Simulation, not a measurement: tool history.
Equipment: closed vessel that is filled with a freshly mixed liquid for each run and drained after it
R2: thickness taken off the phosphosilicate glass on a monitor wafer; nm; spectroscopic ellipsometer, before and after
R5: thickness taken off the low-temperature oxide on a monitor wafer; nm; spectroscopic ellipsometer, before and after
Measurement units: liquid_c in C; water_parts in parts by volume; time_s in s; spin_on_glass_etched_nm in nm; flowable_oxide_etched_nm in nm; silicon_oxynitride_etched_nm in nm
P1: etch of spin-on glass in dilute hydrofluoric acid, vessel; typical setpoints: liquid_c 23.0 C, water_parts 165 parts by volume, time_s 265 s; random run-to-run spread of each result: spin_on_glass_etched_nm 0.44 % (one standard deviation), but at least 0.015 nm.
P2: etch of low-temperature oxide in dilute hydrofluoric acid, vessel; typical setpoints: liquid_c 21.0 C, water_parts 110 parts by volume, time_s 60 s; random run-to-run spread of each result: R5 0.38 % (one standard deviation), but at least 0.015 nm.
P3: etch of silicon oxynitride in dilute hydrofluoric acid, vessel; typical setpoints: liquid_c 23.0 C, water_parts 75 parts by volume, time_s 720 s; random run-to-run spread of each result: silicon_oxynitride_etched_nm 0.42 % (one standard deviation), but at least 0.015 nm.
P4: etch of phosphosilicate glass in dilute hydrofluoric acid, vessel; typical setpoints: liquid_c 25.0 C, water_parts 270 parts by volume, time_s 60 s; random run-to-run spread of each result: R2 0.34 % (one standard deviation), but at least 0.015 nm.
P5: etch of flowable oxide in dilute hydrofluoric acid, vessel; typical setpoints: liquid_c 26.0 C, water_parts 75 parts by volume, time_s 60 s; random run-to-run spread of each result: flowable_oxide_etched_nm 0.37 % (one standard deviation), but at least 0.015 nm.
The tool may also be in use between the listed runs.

{"run": 1, "hour": 14.5, "process": "P1", "liquid_c": 23.0, "water_parts": 165, "time_s": 265, "spin_on_glass_etched_nm": 43.357}
{"run": 2, "hour": 28.8, "process": "P4", "liquid_c": 25.0, "water_parts": 270, "time_s": 60, "R2": 30.199}
{"run": 3, "hour": 41.9, "process": "P5", "liquid_c": 30.0, "water_parts": 75, "time_s": 60, "flowable_oxide_etched_nm": 37.152}
{"run": 4, "hour": 53.1, "process": "P3", "liquid_c": 23.0, "water_parts": 120, "time_s": 720, "silicon_oxynitride_etched_nm": 24.624}
{"run": 5, "hour": 60.2, "process": "P3", "liquid_c": 23.0, "water_parts": 75, "time_s": 210, "silicon_oxynitride_etched_nm": 11.877}
{"run": 6, "hour": 72.9, "process": "P4", "liquid_c": 17.5, "water_parts": 270, "time_s": 60, "R2": 22.856}
{"run": 7, "hour": 80.4, "process": "P1", "liquid_c": 23.0, "water_parts": 165, "time_s": 265, "spin_on_glass_etched_nm": 42.937}
{"run": 8, "hour": 88.6, "process": "P2", "liquid_c": 17.0, "water_parts": 110, "time_s": 60, "R5": 13.189}
{"run": 9, "hour": 101.9, "process": "P4", "liquid_c": 25.0, "water_parts": 95, "time_s": 60, "R2": 104.11}
{"run": 10, "hour": 108.7, "process": "P2", "liquid_c": 21.0, "water_parts": 165, "time_s": 60, "R5": 9.8348}
{"run": 11, "hour": 123.5, "process": "P1", "liquid_c": 17.0, "water_parts": 165, "time_s": 265, "spin_on_glass_etched_nm": 34.009}
{"run": 12, "hour": 130.9, "process": "P4", "liquid_c": 25.0, "water_parts": 270, "time_s": 60, "R2": 30.319}
{"run": 13, "hour": 141.8, "process": "P1", "liquid_c": 23.0, "water_parts": 165, "time_s": 265, "spin_on_glass_etched_nm": 43.131}
{"run": 14, "hour": 152.1, "process": "P1", "liquid_c": 23.0, "water_parts": 165, "time_s": 265, "spin_on_glass_etched_nm": 43.17}
{"run": 15, "hour": 161.6, "process": "P3", "liquid_c": 17.0, "water_parts": 75, "time_s": 720, "silicon_oxynitride_etched_nm": 30.394}
{"run": 16, "hour": 169.9, "process": "P5", "liquid_c": 26.0, "water_parts": 120, "time_s": 60, "flowable_oxide_etched_nm": 18.622}
{"run": 17, "hour": 180.0, "process": "P5", "liquid_c": 26.0, "water_parts": 75, "time_s": 35, "flowable_oxide_etched_nm": 18.413}
{"run": 18, "hour": 193.1, "process": "P1", "liquid_c": 23.0, "water_parts": 165, "time_s": 265, "spin_on_glass_etched_nm": 43.364}
{"run": 19, "hour": 199.6, "process": "P2", "liquid_c": 21.0, "water_parts": 110, "time_s": 110, "R5": 28.599}
{"run": 20, "hour": 210.3, "process": "P1", "liquid_c": 23.0, "water_parts": 165, "time_s": 440, "spin_on_glass_etched_nm": 71.309}
{"run": 21, "hour": 224.6, "process": "P1", "liquid_c": 26.5, "water_parts": 45, "time_s": 265, "spin_on_glass_etched_nm": 210.92}
{"run": 22, "hour": 234.5, "process": "P1", "liquid_c": 27.0, "water_parts": 165, "time_s": 265, "spin_on_glass_etched_nm": 49.979}
{"run": 23, "hour": 243.2, "process": "P1", "liquid_c": 23.0, "water_parts": 70, "time_s": 265, "spin_on_glass_etched_nm": 113.79}
{"run": 24, "hour": 252.0, "process": "P1", "liquid_c": 23.0, "water_parts": 165, "time_s": 60, "spin_on_glass_etched_nm": 9.7089}
{"run": 25, "hour": 264.6, "process": "P5", "liquid_c": 26.0, "water_parts": 75, "time_s": 60, "flowable_oxide_etched_nm": 32.065}
{"run": 26, "hour": 272.4, "process": "P3", "liquid_c": 23.0, "water_parts": 75, "time_s": 720, "silicon_oxynitride_etched_nm": 40.978}
{"run": 27, "hour": 284.7, "process": "P1", "liquid_c": 23.0, "water_parts": 250, "time_s": 265, "spin_on_glass_etched_nm": 26.178}
{"run": 28, "hour": 294.1, "process": "P1", "liquid_c": 23.0, "water_parts": 165, "time_s": 265, "spin_on_glass_etched_nm": 42.953}
{"run": 29, "hour": 303.0, "process": "P1", "liquid_c": 23.0, "water_parts": 165, "time_s": 265, "spin_on_glass_etched_nm": 43.098}
{"run": 30, "hour": 317.1, "process": "P4", "liquid_c": 25.0, "water_parts": 270, "time_s": 30, "R2": 15.046}
{"run": 31, "hour": 330.6, "process": "P2", "liquid_c": 21.0, "water_parts": 110, "time_s": 60, "R5": 15.597}
{"run": 32, "hour": 341.0, "process": "P1", "liquid_c": 23.0, "water_parts": 165, "time_s": 265, "spin_on_glass_etched_nm": 43.269}
{"run": 33, "hour": 348.5, "process": "P1", "liquid_c": 23.0, "water_parts": 165, "time_s": 265, "spin_on_glass_etched_nm": 43.702}
{"run": 34, "hour": 355.0, "process": "P1", "liquid_c": 23.0, "water_parts": 165, "time_s": 265, "spin_on_glass_etched_nm": 44.699}
{"run": 35, "hour": 362.6, "process": "P1", "liquid_c": 23.0, "water_parts": 165, "time_s": 265, "spin_on_glass_etched_nm": 44.885}
{"run": 36, "hour": 372.4, "process": "P1", "liquid_c": 23.0, "water_parts": 165, "time_s": 265, "spin_on_glass_etched_nm": 45.803}
{"run": 37, "hour": 387.1, "process": "P1", "liquid_c": 23.0, "water_parts": 165, "time_s": 265, "spin_on_glass_etched_nm": 46.354}
{"run": 38, "hour": 395.9, "process": "P1", "liquid_c": 23.0, "water_parts": 165, "time_s": 265, "spin_on_glass_etched_nm": 46.233}
{"run": 39, "hour": 409.1, "process": "P1", "liquid_c": 23.0, "water_parts": 165, "time_s": 265, "spin_on_glass_etched_nm": 46.389}
{"run": 40, "hour": 422.8, "process": "P1", "liquid_c": 23.0, "water_parts": 165, "time_s": 265, "spin_on_glass_etched_nm": 46.831}
{"run": 41, "hour": 429.8, "process": "P1", "liquid_c": 23.0, "water_parts": 165, "time_s": 265, "spin_on_glass_etched_nm": 46.467}
{"run": 42, "hour": 443.2, "process": "P1", "liquid_c": 23.0, "water_parts": 165, "time_s": 265, "spin_on_glass_etched_nm": 46.462}

The log shows P1 creeping away from where it was. Any of the 2 causes listed here, at the size stated for it, fits the log just as well as the others:
A: hydrofluoric acid flow above the setpoint (%) = 7
B: liquid hotter than its thermometer reads (K) = 2.11
The gradual shift began around hour 341.0.

Question marks stand in for the results of the 4 check runs listed below, each run on one wafer. Under which run would the listed causes show clearly different results?
{"run": "check 1", "hour": 456.6, "process": "P4", "liquid_c": 19.0, "water_parts": 270, "time_s": 30, "R2": "?"}
{"run": "check 2", "hour": 456.6, "process": "P3", "liquid_c": 17.0, "water_parts": 75, "time_s": 720, "silicon_oxynitride_etched_nm": "?"}
{"run": "check 3", "hour": 456.6, "process": "P2", "liquid_c": 21.0, "water_parts": 110, "time_s": 95, "R5": "?"}
{"run": "check 4", "hour": 456.6, "process": "P5", "liquid_c": 26.0, "water_parts": 105, "time_s": 40, "flowable_oxide_etched_nm": "?"}

Expected result of each check under each candidate cause:
check=check_1 result=R2 if_A=13.215 if_B=13.144
check=check_2 result=silicon_oxynitride_etched_nm if_A=32.614 if_B=33.791
check=check_3 result=R5 if_A=26.6650 if_B=26.8970
check=check_4 result=flowable_oxide_etched_nm if_A=15.709 if_B=15.779
Minimum pairwise separation of causes per check, each pair taken at its best-separating result: check 1 0.53 %; check 2 3.54 %; check 3 0.86 %; check 4 0.45 %
The causes can be told apart only by check 2. The other checks would give nearly the same results under each of them.

The results of check 2 are: silicon_oxynitride_etched_nm 34.038 nm. Based on these, which of the listed causes is it?

Of the candidate causes, it is B: liquid hotter than its thermometer reads (K).
